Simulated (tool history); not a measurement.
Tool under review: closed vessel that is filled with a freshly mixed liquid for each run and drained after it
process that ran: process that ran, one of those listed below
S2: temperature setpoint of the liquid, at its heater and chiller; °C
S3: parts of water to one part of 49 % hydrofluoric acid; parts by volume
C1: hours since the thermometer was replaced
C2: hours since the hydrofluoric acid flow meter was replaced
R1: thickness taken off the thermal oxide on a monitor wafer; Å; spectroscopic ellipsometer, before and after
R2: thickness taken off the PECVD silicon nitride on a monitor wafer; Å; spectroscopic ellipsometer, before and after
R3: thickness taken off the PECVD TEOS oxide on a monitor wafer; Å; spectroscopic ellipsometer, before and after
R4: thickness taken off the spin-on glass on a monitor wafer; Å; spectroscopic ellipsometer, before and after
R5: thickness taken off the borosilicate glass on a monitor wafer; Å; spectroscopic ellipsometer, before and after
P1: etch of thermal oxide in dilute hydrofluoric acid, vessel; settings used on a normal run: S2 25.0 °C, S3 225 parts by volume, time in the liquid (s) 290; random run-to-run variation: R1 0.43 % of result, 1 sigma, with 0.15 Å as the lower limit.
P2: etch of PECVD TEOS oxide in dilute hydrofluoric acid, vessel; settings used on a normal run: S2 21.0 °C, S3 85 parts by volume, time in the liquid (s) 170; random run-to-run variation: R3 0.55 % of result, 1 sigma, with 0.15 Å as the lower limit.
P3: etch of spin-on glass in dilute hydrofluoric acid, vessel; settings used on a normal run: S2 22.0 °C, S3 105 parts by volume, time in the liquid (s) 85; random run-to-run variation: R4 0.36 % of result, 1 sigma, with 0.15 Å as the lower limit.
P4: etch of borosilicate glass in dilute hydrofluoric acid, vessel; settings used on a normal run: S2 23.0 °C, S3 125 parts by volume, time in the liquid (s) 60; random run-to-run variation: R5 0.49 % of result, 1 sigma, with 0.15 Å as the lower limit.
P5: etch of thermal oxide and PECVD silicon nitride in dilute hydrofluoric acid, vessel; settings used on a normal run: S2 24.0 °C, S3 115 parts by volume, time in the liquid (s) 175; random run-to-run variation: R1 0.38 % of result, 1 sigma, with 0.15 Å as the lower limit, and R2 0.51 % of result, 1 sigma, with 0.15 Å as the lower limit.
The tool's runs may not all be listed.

{"run": 1, "hour": 5.0, "process that ran": "P1", "S2": 25.0, "S3": 225, "time in the liquid (s)": 290, "C1": 1504.5, "C2": 285.4, "R1": 55.817}
{"run": 2, "hour": 11.8, "process that ran": "P1", "S2": 25.0, "S3": 225, "time in the liquid (s)": 290, "C1": 1511.3, "C2": 292.2, "R1": 55.671}
{"run": 3, "hour": 15.5, "process that ran": "P5", "S2": 30.0, "S3": 115, "time in the liquid (s)": 175, "C1": 1515.0, "C2": 295.9, "R1": 89.863, "R2": 66.999}
{"run": 4, "hour": 20.4, "process that ran": "P1", "S2": 25.0, "S3": 225, "time in the liquid (s)": 290, "C1": 1519.9, "C2": 300.8, "R1": 55.674}
{"run": 5, "hour": 24.3, "process that ran": "P1", "S2": 30.0, "S3": 225, "time in the liquid (s)": 290, "C1": 1523.8, "C2": 304.7, "R1": 66.143}
{"run": 6, "hour": 31.1, "process that ran": "P1", "S2": 25.0, "S3": 335, "time in the liquid (s)": 290, "C1": 1530.6, "C2": 311.5, "R1": 33.461}
{"run": 7, "hour": 36.8, "process that ran": "P5", "S2": 24.0, "S3": 210, "time in the liquid (s)": 175, "C1": 1536.3, "C2": 317.2, "R1": 35.269, "R2": 25.049}
{"run": 8, "hour": 42.6, "process that ran": "P1", "S2": 25.0, "S3": 225, "time in the liquid (s)": 290, "C1": 1542.1, "C2": 323.0, "R1": 55.565}
{"run": 9, "hour": 49.1, "process that ran": "P2", "S2": 21.0, "S3": 85, "time in the liquid (s)": 300, "C1": 1548.6, "C2": 329.5, "R3": 379.18}
{"run": 10, "hour": 54.3, "process that ran": "P1", "S2": 31.0, "S3": 355, "time in the liquid (s)": 290, "C1": 1553.8, "C2": 334.7, "R1": 37.255}
{"run": 11, "hour": 61.5, "process that ran": "P3", "S2": 22.0, "S3": 150, "time in the liquid (s)": 85, "C1": 1561.0, "C2": 341.9, "R4": 131.82}
{"run": 12, "hour": 65.2, "process that ran": "P1", "S2": 25.0, "S3": 225, "time in the liquid (s)": 480, "C1": 1564.7, "C2": 345.6, "R1": 92.754}
{"run": 13, "hour": 72.0, "process that ran": "P2", "S2": 21.0, "S3": 85, "time in the liquid (s)": 170, "C1": 1571.5, "C2": 352.4, "R3": 215.05}
{"run": 14, "hour": 76.7, "process that ran": "P3", "S2": 22.0, "S3": 105, "time in the liquid (s)": 85, "C1": 1576.2, "C2": 357.1, "R4": 196.78}
{"run": 15, "hour": 82.5, "process that ran": "P1", "S2": 25.0, "S3": 225, "time in the liquid (s)": 145, "C1": 1582.0, "C2": 362.9, "R1": 27.689}
{"run": 16, "hour": 86.2, "process that ran": "P5", "S2": 24.0, "S3": 115, "time in the liquid (s)": 315, "C1": 1585.7, "C2": 366.6, "R1": 128.74, "R2": 81.795}
{"run": 17, "hour": 90.2, "process that ran": "P4", "S2": 29.0, "S3": 125, "time in the liquid (s)": 60, "C1": 1589.7, "C2": 370.6, "R5": 206.75}
{"run": 18, "hour": 96.2, "process that ran": "P1", "S2": 29.5, "S3": 225, "time in the liquid (s)": 525, "C1": 1595.7, "C2": 376.6, "R1": 116.81}
{"run": 19, "hour": 101.4, "process that ran": "P2", "S2": 27.0, "S3": 85, "time in the liquid (s)": 170, "C1": 1600.9, "C2": 381.8, "R3": 272.68}
{"run": 20, "hour": 106.0, "process that ran": "P4", "S2": 23.0, "S3": 125, "time in the liquid (s)": 100, "C1": 1605.5, "C2": 386.4, "R5": 274.05}
{"run": 21, "hour": 111.9, "process that ran": "P1", "S2": 25.0, "S3": 225, "time in the liquid (s)": 290, "C1": 1611.4, "C2": 392.3, "R1": 56.025}
{"run": 22, "hour": 117.9, "process that ran": "P3", "S2": 30.5, "S3": 105, "time in the liquid (s)": 85, "C1": 1617.4, "C2": 398.3, "R4": 275.17}
{"run": 23, "hour": 124.6, "process that ran": "P2", "S2": 21.0, "S3": 40, "time in the liquid (s)": 170, "C1": 1624.1, "C2": 405.0, "R3": 482.15}
{"run": 24, "hour": 131.1, "process that ran": "P4", "S2": 23.0, "S3": 70, "time in the liquid (s)": 60, "C1": 1630.6, "C2": 411.5, "R5": 310.8}
{"run": 25, "hour": 135.7, "process that ran": "P1", "S2": 31.5, "S3": 225, "time in the liquid (s)": 175, "C1": 1635.2, "C2": 416.1, "R1": 41.821}
{"run": 26, "hour": 140.0, "process that ran": "P5", "S2": 24.0, "S3": 115, "time in the liquid (s)": 175, "C1": 1639.5, "C2": 420.4, "R1": 72.263, "R2": 45.622}
{"run": 27, "hour": 144.3, "process that ran": "P1", "S2": 25.0, "S3": 225, "time in the liquid (s)": 290, "C1": 1643.8, "C2": 424.7, "R1": 55.212}
{"run": 28, "hour": 149.1, "process that ran": "P4", "S2": 23.0, "S3": 125, "time in the liquid (s)": 60, "C1": 1648.6, "C2": 429.5, "R5": 163.39}
{"run": 29, "hour": 153.5, "process that ran": "P1", "S2": 25.0, "S3": 100, "time in the liquid (s)": 290, "C1": 1653.0, "C2": 433.9, "R1": 144.34}

Run 30 is up next; what results do you expect?
{"run": 30, "hour": 160.0, "process that ran": "P1", "S2": 20.0, "S3": 225, "time in the liquid (s)": 290, "C1": 1659.5, "C2": 440.4, "R1": "?"}

Run 30 produced R1 46.368 Å.
